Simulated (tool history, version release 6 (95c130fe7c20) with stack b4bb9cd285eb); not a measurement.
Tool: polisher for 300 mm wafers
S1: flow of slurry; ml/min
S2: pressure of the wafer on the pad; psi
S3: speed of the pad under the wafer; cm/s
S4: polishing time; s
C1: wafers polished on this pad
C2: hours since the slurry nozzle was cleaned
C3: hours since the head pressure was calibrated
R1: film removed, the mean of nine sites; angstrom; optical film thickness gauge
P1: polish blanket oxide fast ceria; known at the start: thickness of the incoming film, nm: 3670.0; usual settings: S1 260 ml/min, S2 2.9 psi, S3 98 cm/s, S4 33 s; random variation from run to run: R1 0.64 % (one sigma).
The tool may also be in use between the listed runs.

run   hour   S1   S2  S3  S4    C1     C2     C3      R1
  1   16.8  260  2.9  98  33   524  259.1  336.2  4306.5
  2   30.2  260  2.9  44  33   700  272.5  349.6  1932.2
  3   40.8  260  2.9  98  33   840  283.1  360.2  4278.4
  4   57.0  260  1.6  98  33  1053  299.3  376.4  2365.1
  5   66.8  260  2.9  98  33  1183  309.1  386.2  4318.7
  6   83.1  260  2.9  98  15  1397  325.4  402.5  1934.6
  7   97.5  350  4.2  98  33  1587  339.8  416.9  6340.0
  8  109.0  260  2.9  98  33  1739  351.3  428.4  4280.9
  9  122.9  155  2.9  98  33  1922  365.2  442.3  3965.4
 10  138.6  260  2.9  98  33  2129  380.9  458.0  4282.7
 11  151.2  260  2.9  98  53  2295  393.5  470.6  6840.0
 12  167.6  365  2.9  98  33  2511  409.9  487.0  4385.7
 13  183.6  260  2.9  98  33  2722  425.9  503.0  4302.8

The next listed run, before its measurement:
 14  195.2  390  2.9  136  33  2875  437.5  514.6   ?

R1: 6136.4 angstrom
